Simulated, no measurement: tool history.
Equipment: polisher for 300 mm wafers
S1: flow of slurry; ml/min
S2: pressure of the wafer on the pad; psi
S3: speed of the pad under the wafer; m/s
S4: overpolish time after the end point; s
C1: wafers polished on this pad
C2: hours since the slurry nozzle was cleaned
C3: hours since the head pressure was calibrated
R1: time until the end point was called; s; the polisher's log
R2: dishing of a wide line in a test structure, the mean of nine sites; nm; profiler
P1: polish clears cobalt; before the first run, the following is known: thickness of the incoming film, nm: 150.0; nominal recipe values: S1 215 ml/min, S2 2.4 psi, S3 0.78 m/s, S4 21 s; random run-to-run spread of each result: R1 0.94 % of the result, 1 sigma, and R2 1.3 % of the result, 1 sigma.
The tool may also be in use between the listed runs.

run 1 hour=12.1 | S1=215 S2=2.4 S3=0.78 S4=21 | C1=558 C2=102.0 C3=281.9 | R1=30.934 R2=58.615
run 2 hour=27.0 | S1=215 S2=3.0 S3=0.78 S4=21 | C1=660 C2=116.9 C3=296.8 | R1=24.715 R2=64.753
run 3 hour=42.2 | S1=215 S2=2.4 S3=0.36 S4=21 | C1=765 C2=132.1 C3=312.0 | R1=68.310 R2=35.779
run 4 hour=52.0 | S1=215 S2=2.4 S3=0.78 S4=21 | C1=832 C2=141.9 C3=321.8 | R1=30.612 R2=57.177
-- hour=56.0 slurry nozzle cleaned
run 5 hour=67.9 | S1=215 S2=2.4 S3=0.78 S4=21 | C1=942 C2=11.9 C3=337.7 | R1=31.403 R2=58.646
run 6 hour=77.5 | S1=215 S2=2.4 S3=0.78 S4=21 | C1=1008 C2=21.5 C3=347.3 | R1=31.500 R2=58.433
run 7 hour=85.6 | S1=215 S2=3.6 S3=1.08 S4=21 | C1=1064 C2=29.6 C3=355.4 | R1=14.792 R2=74.447
run 8 hour=96.4 | S1=215 S2=2.4 S3=0.78 S4=21 | C1=1138 C2=40.4 C3=366.2 | R1=30.922 R2=58.224
run 9 hour=108.8 | S1=215 S2=1.2 S3=0.78 S4=21 | C1=1223 C2=52.8 C3=378.6 | R1=61.710 R2=37.869
run 10 hour=122.1 | S1=215 S2=2.4 S3=1.22 S4=21 | C1=1315 C2=66.1 C3=391.9 | R1=19.592 R2=71.349
run 11 hour=130.2 | S1=130 S2=2.4 S3=0.78 S4=21 | C1=1371 C2=74.2 C3=400.0 | R1=33.094 R2=54.242
run 12 hour=138.7 | S1=215 S2=2.4 S3=0.78 S4=43 | C1=1429 C2=82.7 C3=408.5 | R1=31.103 R2=75.937
run 13 hour=149.4 | S1=215 S2=2.4 S3=0.78 S4=6 | C1=1503 C2=93.4 C3=419.2 | R1=31.235 R2=24.272
run 14 hour=160.8 | S1=295 S2=2.4 S3=0.78 S4=21 | C1=1582 C2=104.8 C3=430.6 | R1=29.848 R2=59.770
run 15 hour=172.3 | S1=215 S2=2.4 S3=0.78 S4=21 | C1=1661 C2=116.3 C3=442.1 | R1=31.071 R2=59.281
run 16 hour=184.7 | S1=215 S2=2.4 S3=0.78 S4=21 | C1=1746 C2=128.7 C3=454.5 | R1=31.374 R2=58.861
run 17 hour=198.3 | S1=215 S2=2.4 S3=0.78 S4=21 | C1=1840 C2=142.3 C3=468.1 | R1=32.050 R2=57.494
run 18 hour=207.9 | S1=215 S2=2.4 S3=0.78 S4=21 | C1=1906 C2=151.9 C3=477.7 | R1=32.545 R2=57.717
-- hour=220.3 head pressure recalibrated
run 19 hour=220.4 | S1=215 S2=2.4 S3=0.78 S4=21 | C1=1992 C2=164.4 C3=0.2 | R1=33.146 R2=55.541
run 20 hour=227.7 | S1=215 S2=2.4 S3=0.78 S4=21 | C1=2042 C2=171.7 C3=7.5 | R1=32.847 R2=56.542

The next listed run, before its measurement:
run 21 hour=237.9 | S1=215 S2=2.4 S3=0.78 S4=21 | C1=2113 C2=181.9 C3=17.7 | R1=? R2=?

R1: 33.240 s
R2: 57.512 nm

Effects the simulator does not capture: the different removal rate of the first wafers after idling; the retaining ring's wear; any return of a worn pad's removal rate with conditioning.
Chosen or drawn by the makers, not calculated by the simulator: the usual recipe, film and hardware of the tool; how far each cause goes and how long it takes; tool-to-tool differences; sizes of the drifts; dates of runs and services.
